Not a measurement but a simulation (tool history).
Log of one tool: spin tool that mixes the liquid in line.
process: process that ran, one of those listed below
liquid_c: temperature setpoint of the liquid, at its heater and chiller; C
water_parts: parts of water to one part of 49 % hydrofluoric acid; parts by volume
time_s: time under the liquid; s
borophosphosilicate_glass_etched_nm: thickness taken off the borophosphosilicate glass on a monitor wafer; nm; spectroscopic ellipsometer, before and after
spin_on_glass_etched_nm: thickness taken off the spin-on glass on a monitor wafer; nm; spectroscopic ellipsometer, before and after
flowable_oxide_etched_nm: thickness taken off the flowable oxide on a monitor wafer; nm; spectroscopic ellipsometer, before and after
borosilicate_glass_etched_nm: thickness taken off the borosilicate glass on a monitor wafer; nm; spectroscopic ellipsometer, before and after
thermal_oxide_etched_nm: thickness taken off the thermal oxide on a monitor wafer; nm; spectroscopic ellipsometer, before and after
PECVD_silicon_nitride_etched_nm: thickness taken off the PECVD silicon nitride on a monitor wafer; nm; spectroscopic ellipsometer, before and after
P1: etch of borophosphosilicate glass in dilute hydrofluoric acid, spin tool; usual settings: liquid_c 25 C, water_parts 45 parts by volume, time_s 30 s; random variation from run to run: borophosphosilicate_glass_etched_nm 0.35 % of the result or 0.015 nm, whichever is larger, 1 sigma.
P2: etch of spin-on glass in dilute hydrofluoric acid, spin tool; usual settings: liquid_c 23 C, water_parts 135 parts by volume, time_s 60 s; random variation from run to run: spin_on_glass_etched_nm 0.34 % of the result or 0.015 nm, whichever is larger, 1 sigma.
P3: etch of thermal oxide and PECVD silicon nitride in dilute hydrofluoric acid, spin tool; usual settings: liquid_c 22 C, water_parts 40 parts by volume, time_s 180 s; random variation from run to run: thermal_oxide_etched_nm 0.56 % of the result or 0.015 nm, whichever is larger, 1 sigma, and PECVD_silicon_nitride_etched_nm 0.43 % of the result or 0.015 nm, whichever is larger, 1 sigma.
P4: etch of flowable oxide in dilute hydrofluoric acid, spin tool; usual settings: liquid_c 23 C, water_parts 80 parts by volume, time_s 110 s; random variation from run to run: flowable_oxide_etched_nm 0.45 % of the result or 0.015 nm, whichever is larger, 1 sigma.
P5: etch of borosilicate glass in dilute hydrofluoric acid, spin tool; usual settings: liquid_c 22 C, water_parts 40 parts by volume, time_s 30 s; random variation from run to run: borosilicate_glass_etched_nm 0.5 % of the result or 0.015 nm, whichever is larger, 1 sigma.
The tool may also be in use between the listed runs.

run,day,process,liquid_c,water_parts,time_s,hours since the thermometer was replaced,hours since the hydrofluoric acid flow meter was replaced,borophosphosilicate_glass_etched_nm,spin_on_glass_etched_nm,flowable_oxide_etched_nm,borosilicate_glass_etched_nm,thermal_oxide_etched_nm,PECVD_silicon_nitride_etched_nm
1,0.221,P1,25,45,30,1709.5,171.9,34.792,,,,,
2,0.421,P2,23,135,60,1714.3,176.7,,20.932,,,,
3,0.796,P1,25,65,30,1723.3,185.7,23.185,,,,,
4,1.075,P4,23,30,110,1730,192.4,,,91.433,,,
5,1.304,P1,25,45,15,1735.5,197.9,17.24,,,,,
6,1.592,P1,17.5,45,30,1742.4,204.8,25.256,,,,,
7,1.875,P2,29.5,135,60,1749.2,211.6,,26.764,,,,
8,2.162,P1,22,65,30,1756.1,218.5,20.646,,,,,
9,2.5,P5,22,40,55,1764.2,226.6,,,,51.778,,
10,2.833,P4,28.5,80,110,1772.2,234.6,,,39.894,,,
11,3.179,P5,22,40,30,1780.5,242.9,,,,28.277,,
12,3.492,P1,32.5,25,30,1788,250.4,86.728,,,,,
13,3.692,P1,25,45,30,1792.8,255.2,34.393,,,,,
14,4.042,P2,23,135,105,1801.2,263.6,,36.636,,,,
15,4.271,P3,22,65,180,1806.7,269.1,,,,,12.495,6.4664
16,4.5,P5,17,40,30,1812.2,274.6,,,,22.969,,
17,4.688,P1,25,45,60,1816.7,279.1,69.566,,,,,
18,4.988,P5,22,20,30,1823.9,286.3,,,,58.75,,
19,5.367,P3,22,40,25,1833,295.4,,,,,2.9177,1.4608
20,5.742,P1,25,45,30,1842,304.4,34.532,,,,,
21,5.971,P2,23,135,60,1847.5,309.9,,20.868,,,,
22,6.192,P3,22,40,180,1852.8,315.2,,,,,21.201,10.415
23,6.579,P4,23,80,15,1862.1,324.5,,,4.4083,,,
24,6.8,P1,30,45,30,1867.4,329.8,42.076,,,,,
25,6.992,P1,25,45,30,1872,334.4,34.397,,,,,
26,7.217,P3,17,40,180,1877.4,339.8,,,,,16.892,7.4447
27,7.408,P1,25,20,30,1882,344.4,80.66,,,,,
28,7.792,P4,23,80,110,1891.2,353.6,,,32.039,,,
29,8.054,P2,23,25,60,1897.5,359.9,,129.53,,,,
30,8.254,P1,25,45,30,1902.3,364.7,34.754,,,,,
31,8.558,P1,25,45,30,1909.6,372,35.248,,,,,
32,8.783,P1,25,45,30,1915,377.4,35.987,,,,,
33,9.112,P1,25,45,30,1922.9,385.3,36.254,,,,,
34,9.508,P1,25,45,30,1932.4,394.8,36.618,,,,,
35,9.696,P1,25,45,30,1936.9,399.3,36.578,,,,,
36,9.975,P1,25,45,30,1943.6,406,36.598,,,,,
37,10.233,P1,25,45,30,1949.8,412.2,36.905,,,,,
38,10.588,P1,25,45,30,1958.3,420.7,36.789,,,,,
39,10.846,P1,25,45,30,1964.5,426.9,36.8,,,,,

What P1 gives has crept away from where it was. These 2 causes fit the log equally well, each at the size given:
A: hydrofluoric acid flow above the setpoint (%) = 6.42
B: liquid hotter than its thermometer reads (K) = 1.63
The creep began at about day 8.254.

4 check runs are offered, one wafer each, their results left as question marks. Which one tells the causes apart?
check 1,11.104,P5,17,20,30,,,,,,?,,
check 2,11.104,P2,23,135,105,,,,?,,,,
check 3,11.104,P4,28,80,110,,,,,?,,,
check 4,11.104,P3,22,40,90,,,,,,,?,?

What each check would give under each cause:
check,result,if A,if B
check 1,borosilicate_glass_etched_nm,50,50.412
check 2,spin_on_glass_etched_nm,39.263,38.934
check 3,flowable_oxide_etched_nm,42.018,41.759
check 4,thermal_oxide_etched_nm,11.191,11.225
check 4,PECVD_silicon_nitride_etched_nm,5.5762,5.8686
How far apart the two closest causes lie, in the result that separates them most: check 1 0.82 %; check 2 0.84 %; check 3 0.62 %; check 4 5.11 %
Check 4 tells the causes apart: in the others they would give nearly the same result.

Check 4 was then run and gave: thermal_oxide_etched_nm 11.28 nm; PECVD_silicon_nitride_etched_nm 5.5823 nm. Which cause is it?

It is A: hydrofluoric acid flow above the setpoint (%).

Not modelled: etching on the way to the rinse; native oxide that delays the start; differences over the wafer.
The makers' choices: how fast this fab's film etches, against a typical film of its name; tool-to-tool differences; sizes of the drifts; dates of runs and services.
